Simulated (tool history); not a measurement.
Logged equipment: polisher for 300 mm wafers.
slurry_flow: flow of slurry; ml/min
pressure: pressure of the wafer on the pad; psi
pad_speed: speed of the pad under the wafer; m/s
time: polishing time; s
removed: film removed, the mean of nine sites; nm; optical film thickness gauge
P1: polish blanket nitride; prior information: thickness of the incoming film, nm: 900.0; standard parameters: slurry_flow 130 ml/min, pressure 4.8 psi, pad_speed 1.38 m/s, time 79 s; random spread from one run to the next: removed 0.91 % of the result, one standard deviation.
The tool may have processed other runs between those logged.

run   hour  slurry_flow  pressure  pad_speed  time  wafers polished on this pad  hours since the slurry nozzle was cleaned  hours since the head pressure was calibrated  removed
  1    5.6          130       4.8       1.38    79                          663                                      474.9                                         300.5   242.33
  2   12.3          130       4.8       1.38    79                          730                                      481.6                                         307.2   240.84
  3   16.1          205       4.8       1.38    79                          768                                      485.4                                         311.0   259.50
  4   21.5          185       4.8       1.78    79                          822                                      490.8                                         316.4   309.79
  5   27.6          130       3.0       1.38    79                          883                                      496.9                                         322.5   148.04
  6   34.1          130       4.8       1.38    79                          949                                      503.4                                         329.0   241.70
  7   40.5          130       4.8       1.38    79                         1013                                      509.8                                         335.4   239.89
  8   48.1          130       6.6       1.38    79                         1089                                      517.4                                         343.0   331.06
  9   52.7          130       4.8       0.62    79                         1135                                      522.0                                         347.6   127.67
 10   57.3          130       4.8       1.38   114                         1181                                      526.6                                         352.2   352.93
 11   63.8          130       4.8       1.38    47                         1246                                      533.1                                         358.7   142.82
 12   69.2           80       4.8       1.38    79                         1301                                      538.5                                         364.1   212.58
 13   75.4          130       4.8       2.00    79                         1363                                      544.7                                         370.3   324.89
 14   80.4          130       4.8       1.38    79                         1413                                      549.7                                         375.3   239.40
 15   85.3          130       4.8       1.38    79                         1462                                      554.6                                         380.2   240.83
 16   92.3          130       4.8       1.38    79                         1532                                      561.6                                         387.2   240.81
 17   96.6          130       4.8       1.38    79                         1575                                      565.9                                         391.5   232.77
 18  102.6          130       4.8       1.38    79                         1635                                      571.9                                         397.5   224.68
 19  108.7          130       4.8       1.38    79                         1697                                      578.0                                         403.6   218.89
 20  115.1          130       4.8       1.38    79                         1761                                      584.4                                         410.0   217.53
 21  119.4          130       4.8       1.38    79                         1804                                      588.7                                         414.3   215.00
 22  124.3          130       4.8       1.38    79                         1853                                      593.6                                         419.2   213.02

For run 23, what comes out?
 23  128.3          130       4.8       1.38    79                         1893                                      597.6                                         423.2        ?

Run 23 came out at removed 212.85 nm.
